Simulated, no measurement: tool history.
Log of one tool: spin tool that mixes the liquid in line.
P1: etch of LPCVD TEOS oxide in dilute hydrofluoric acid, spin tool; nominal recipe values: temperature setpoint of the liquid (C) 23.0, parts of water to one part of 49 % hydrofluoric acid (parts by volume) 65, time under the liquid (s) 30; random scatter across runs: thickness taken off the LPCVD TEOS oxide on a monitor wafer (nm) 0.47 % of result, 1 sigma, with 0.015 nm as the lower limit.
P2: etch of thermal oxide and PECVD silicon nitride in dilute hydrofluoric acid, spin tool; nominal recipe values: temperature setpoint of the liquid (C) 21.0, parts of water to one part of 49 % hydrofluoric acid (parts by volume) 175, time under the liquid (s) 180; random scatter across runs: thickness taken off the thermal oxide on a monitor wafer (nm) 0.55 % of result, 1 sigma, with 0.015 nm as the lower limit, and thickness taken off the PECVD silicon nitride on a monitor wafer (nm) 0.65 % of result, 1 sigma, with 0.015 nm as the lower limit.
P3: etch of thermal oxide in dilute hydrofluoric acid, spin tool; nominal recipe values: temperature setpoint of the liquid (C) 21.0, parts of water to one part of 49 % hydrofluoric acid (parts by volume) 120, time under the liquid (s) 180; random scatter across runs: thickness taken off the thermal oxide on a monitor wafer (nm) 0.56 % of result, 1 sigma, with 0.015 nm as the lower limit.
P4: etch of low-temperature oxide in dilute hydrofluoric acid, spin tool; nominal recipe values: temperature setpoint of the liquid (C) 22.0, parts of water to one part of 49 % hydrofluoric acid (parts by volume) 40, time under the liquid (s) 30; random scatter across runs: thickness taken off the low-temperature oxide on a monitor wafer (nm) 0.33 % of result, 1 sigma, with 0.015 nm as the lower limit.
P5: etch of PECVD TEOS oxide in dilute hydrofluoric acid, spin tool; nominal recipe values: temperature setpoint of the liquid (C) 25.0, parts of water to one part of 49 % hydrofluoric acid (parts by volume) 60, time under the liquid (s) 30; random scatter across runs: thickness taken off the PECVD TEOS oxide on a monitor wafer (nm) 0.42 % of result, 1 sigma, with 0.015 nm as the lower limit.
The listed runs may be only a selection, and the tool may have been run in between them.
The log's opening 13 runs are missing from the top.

run     day  process that ran  temperature setpoint of the liquid (C)  parts of water to one part of 49 % hydrofluoric acid (parts by volume)  time under the liquid (s)  thickness taken off the LPCVD TEOS oxide on a monitor wafer (nm)  thickness taken off the thermal oxide on a monitor wafer (nm)  thickness taken off the PECVD silicon nitride on a monitor wafer (nm)  thickness taken off the PECVD TEOS oxide on a monitor wafer (nm)  thickness taken off the low-temperature oxide on a monitor wafer (nm)
 14   5.225                P1                                    17.0                                                                      65                         30                                                           19.5910
      5.271  -- hydrofluoric acid flow meter replaced
 15   5.571                P1                                    23.0                                                                      65                         30                                                           25.1440
      5.733  -- thermometer replaced
 16   6.042                P2                                    21.0                                                                     175                         65                                                                                                                           1.4797                                                                 1.4065
 17   6.550                P1                                    23.0                                                                      65                         60                                                           50.2080
 18   6.950                P1                                    23.0                                                                     100                         30                                                           15.6350
 19   7.304                P2                                    21.0                                                                     175                        180                                                                                                                           4.1282                                                                 3.9400
 20   7.583                P3                                    21.0                                                                      25                        180                                                                                                                          34.2910
 21   7.862                P5                                    25.0                                                                     100                         30                                                                                                                                                                                                                                                                    4.8016
 22   8.142                P1                                    23.0                                                                      65                         30                                                           25.1340
 23   8.696                P5                                    17.5                                                                      60                         30                                                                                                                                                                                                                                                                    6.0598
 24   9.267                P2                                    21.0                                                                     175                        180                                                                                                                           4.1515                                                                 3.9260
 25   9.667                P4                                    22.0                                                                      40                         45                                                                                                                                                                                                                                                                                                                                           20.741
 26  10.004                P1                                    23.0                                                                      65                         30                                                           25.2680
 27  10.500                P1                                    23.0                                                                      65                         30                                                           25.1440

Estimate the outcome of run 28 from the log above:
 28  11.029                P4                                    22.0                                                                      40                         30                                                                                                                                                                                                                                                                                                                                                ?

Run 28 produced thickness taken off the low-temperature oxide on a monitor wafer (nm) 13.829.
